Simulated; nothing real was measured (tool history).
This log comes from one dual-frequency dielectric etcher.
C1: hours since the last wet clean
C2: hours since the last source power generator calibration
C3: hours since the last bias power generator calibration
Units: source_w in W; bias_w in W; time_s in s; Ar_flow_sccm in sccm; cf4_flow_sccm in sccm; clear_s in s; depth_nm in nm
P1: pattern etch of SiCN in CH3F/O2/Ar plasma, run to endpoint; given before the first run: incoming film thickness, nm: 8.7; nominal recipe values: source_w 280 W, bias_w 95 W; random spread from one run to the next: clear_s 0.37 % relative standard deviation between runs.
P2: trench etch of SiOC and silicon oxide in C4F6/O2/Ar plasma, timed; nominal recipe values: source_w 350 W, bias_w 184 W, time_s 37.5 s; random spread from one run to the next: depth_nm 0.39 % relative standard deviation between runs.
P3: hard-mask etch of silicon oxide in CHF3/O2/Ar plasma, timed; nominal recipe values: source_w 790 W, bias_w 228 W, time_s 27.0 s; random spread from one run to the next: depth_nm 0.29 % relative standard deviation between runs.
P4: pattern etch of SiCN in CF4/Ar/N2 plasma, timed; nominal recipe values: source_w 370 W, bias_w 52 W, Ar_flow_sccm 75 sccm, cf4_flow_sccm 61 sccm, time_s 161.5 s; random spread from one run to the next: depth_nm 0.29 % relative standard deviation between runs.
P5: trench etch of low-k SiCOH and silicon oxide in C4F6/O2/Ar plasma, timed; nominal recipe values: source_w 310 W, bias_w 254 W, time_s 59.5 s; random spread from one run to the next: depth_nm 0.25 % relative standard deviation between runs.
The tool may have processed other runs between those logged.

run 1 hour=2.5 | process=P1 source_w=280 bias_w=95 | C1=281.1 C2=1588.9 C3=394.2 | clear_s=23.614
run 2 hour=5.7 | process=P3 source_w=790 bias_w=174 time_s=27.0 | C1=284.3 C2=1592.1 C3=397.4 | depth_nm=59.227
run 3 hour=9.0 | process=P2 source_w=350 bias_w=240 time_s=37.5 | C1=287.6 C2=1595.4 C3=400.7 | depth_nm=76.546
run 4 hour=12.6 | process=P1 source_w=350 bias_w=66 | C1=291.2 C2=1599.0 C3=404.3 | clear_s=24.741
run 5 hour=15.7 | process=P1 source_w=280 bias_w=95 | C1=294.3 C2=1602.1 C3=407.4 | clear_s=23.632
run 6 hour=18.1 | process=P4 source_w=480 bias_w=52 time_s=161.5 Ar_flow_sccm=75 cf4_flow_sccm=61 | C1=296.7 C2=1604.5 C3=409.8 | depth_nm=136.950
run 7 hour=21.3 | process=P4 source_w=370 bias_w=52 time_s=161.5 Ar_flow_sccm=75 cf4_flow_sccm=86 | C1=299.9 C2=1607.7 C3=413.0 | depth_nm=114.120
run 8 hour=23.8 | process=P5 source_w=310 bias_w=254 time_s=59.5 | C1=302.4 C2=1610.2 C3=415.5 | depth_nm=196.420
run 9 hour=26.5 | process=P1 source_w=210 bias_w=95 | C1=305.1 C2=1612.9 C3=418.2 | clear_s=26.216
run 10 hour=30.3 | process=P2 source_w=350 bias_w=184 time_s=24.5 | C1=308.9 C2=1616.7 C3=422.0 | depth_nm=46.278
run 11 hour=32.5 | process=P2 source_w=350 bias_w=184 time_s=37.5 | C1=311.1 C2=1618.9 C3=424.2 | depth_nm=70.954
run 12 hour=35.9 | process=P3 source_w=790 bias_w=228 time_s=27.0 | C1=314.5 C2=1622.3 C3=427.6 | depth_nm=65.242
run 13 hour=38.3 | process=P1 source_w=280 bias_w=69 | C1=316.9 C2=1624.7 C3=430.0 | clear_s=26.556
run 14 hour=41.8 | process=P1 source_w=330 bias_w=59 | C1=320.4 C2=1628.2 C3=433.5 | clear_s=26.512
run 15 hour=44.2 | process=P4 source_w=370 bias_w=42 time_s=161.5 Ar_flow_sccm=75 cf4_flow_sccm=61 | C1=322.8 C2=1630.6 C3=435.9 | depth_nm=101.890
run 16 hour=48.5 | process=P1 source_w=280 bias_w=95 | C1=327.1 C2=1634.9 C3=440.2 | clear_s=23.804
run 17 hour=52.8 | process=P5 source_w=250 bias_w=254 time_s=59.5 | C1=331.4 C2=1639.2 C3=444.5 | depth_nm=181.550
run 18 hour=57.2 | process=P1 source_w=340 bias_w=95 | C1=335.8 C2=1643.6 C3=448.9 | clear_s=21.989
run 19 hour=59.2 | process=P2 source_w=450 bias_w=184 time_s=37.5 | C1=337.8 C2=1645.6 C3=450.9 | depth_nm=78.532
run 20 hour=62.5 | process=P1 source_w=280 bias_w=133 | C1=341.1 C2=1648.9 C3=454.2 | clear_s=20.877
run 21 hour=64.8 | process=P1 source_w=280 bias_w=95 | C1=343.4 C2=1651.2 C3=456.5 | clear_s=23.562
run 22 hour=67.5 | process=P5 source_w=310 bias_w=254 time_s=39.5 | C1=346.1 C2=1653.9 C3=459.2 | depth_nm=130.400
run 23 hour=71.9 | process=P4 source_w=370 bias_w=52 time_s=161.5 Ar_flow_sccm=75 cf4_flow_sccm=61 | C1=350.5 C2=1658.3 C3=463.6 | depth_nm=108.750
run 24 hour=75.8 | process=P4 source_w=370 bias_w=52 time_s=105.5 Ar_flow_sccm=75 cf4_flow_sccm=61 | C1=354.4 C2=1662.2 C3=467.5 | depth_nm=71.096
run 25 hour=80.1 | process=P5 source_w=310 bias_w=359 time_s=59.5 | C1=358.7 C2=1666.5 C3=471.8 | depth_nm=221.720
run 26 hour=84.5 | process=P1 source_w=340 bias_w=115 | C1=363.1 C2=1670.9 C3=476.2 | clear_s=20.404
run 27 hour=87.5 | process=P3 source_w=1120 bias_w=228 time_s=27.0 | C1=366.1 C2=1673.9 C3=479.2 | depth_nm=74.398
run 28 hour=91.5 | process=P4 source_w=370 bias_w=52 time_s=161.5 Ar_flow_sccm=106 cf4_flow_sccm=61 | C1=370.1 C2=1677.9 C3=483.2 | depth_nm=102.860
run 29 hour=95.2 | process=P3 source_w=790 bias_w=228 time_s=27.0 | C1=373.8 C2=1681.6 C3=486.9 | depth_nm=64.794
run 30 hour=97.5 | process=P3 source_w=790 bias_w=228 time_s=33.0 | C1=376.1 C2=1683.9 C3=489.2 | depth_nm=79.698
run 31 hour=101.3 | process=P1 source_w=280 bias_w=95 | C1=379.9 C2=1687.7 C3=493.0 | clear_s=23.714
run 32 hour=103.5 | process=P1 source_w=280 bias_w=95 | C1=382.1 C2=1689.9 C3=495.2 | clear_s=23.715
run 33 hour=105.5 | process=P1 source_w=280 bias_w=95 | C1=384.1 C2=1691.9 C3=497.2 | clear_s=23.779
run 34 hour=107.4 | process=P1 source_w=280 bias_w=95 | C1=386.0 C2=1693.8 C3=499.1 | clear_s=23.865
run 35 hour=109.6 | process=P1 source_w=280 bias_w=95 | C1=388.2 C2=1696.0 C3=501.3 | clear_s=24.012
run 36 hour=112.1 | process=P1 source_w=280 bias_w=95 | C1=390.7 C2=1698.5 C3=503.8 | clear_s=24.004
run 37 hour=114.5 | process=P1 source_w=280 bias_w=95 | C1=393.1 C2=1700.9 C3=506.2 | clear_s=24.074
-- hour=115.0 wet clean of the chamber
run 38 hour=117.6 | process=P1 source_w=280 bias_w=95 | C1=2.6 C2=1704.0 C3=509.3 | clear_s=24.111
run 39 hour=120.5 | process=P1 source_w=280 bias_w=95 | C1=5.5 C2=1706.9 C3=512.2 | clear_s=24.020

Something has made what P1 gives creep away from where it was; the 2 causes below, each at its own stated size, fit the log equally well:
A: source power that arrives under what is set, % = 4.92
B: bias power that arrives under what is set, % = 4.75
The creep began at about hour 101.3.
Every other cause this tool's parts could produce, and why it does not fit the log:
chamber walls in a state that lowers the etch rate, %: serviced at hour 115.0, after the change had begun; the process did not return to its earlier output

The check runs listed below each take one wafer, and their results are still question marks. Under which run would the listed causes lead to clearly different results?
run check 1 hour=123.4 | process=P5 source_w=310 bias_w=354 time_s=45.0 | depth_nm=?
run check 2 hour=123.4 | process=P2 source_w=350 bias_w=231 time_s=30.5 | depth_nm=?
run check 3 hour=123.4 | process=P4 source_w=370 bias_w=52 time_s=161.5 Ar_flow_sccm=94 cf4_flow_sccm=61 | depth_nm=?
run check 4 hour=123.4 | process=P3 source_w=1100 bias_w=196 time_s=27.0 | depth_nm=?

Outcome of each check run for each possible cause:
check=check_1 result=depth_nm if_A=164.260 if_B=164.450
check=check_2 result=depth_nm if_A=60.916 if_B=61.100
check=check_3 result=depth_nm if_A=100.180 if_B=103.070
check=check_4 result=depth_nm if_A=68.857 if_B=69.104
Per check, the gap between the least separated pair of causes, taken in the result that splits them most: check 1 0.12 %; check 2 0.3 %; check 3 2.85 %; check 4 0.36 %
The causes can be told apart only by check 3. The other checks would give nearly the same results under each of them.

Check 3 was carried out, with these results: depth_nm 100.740 nm. Which of the listed causes is responsible?

The correct cause is A, namely: source power that arrives under what is set, %.

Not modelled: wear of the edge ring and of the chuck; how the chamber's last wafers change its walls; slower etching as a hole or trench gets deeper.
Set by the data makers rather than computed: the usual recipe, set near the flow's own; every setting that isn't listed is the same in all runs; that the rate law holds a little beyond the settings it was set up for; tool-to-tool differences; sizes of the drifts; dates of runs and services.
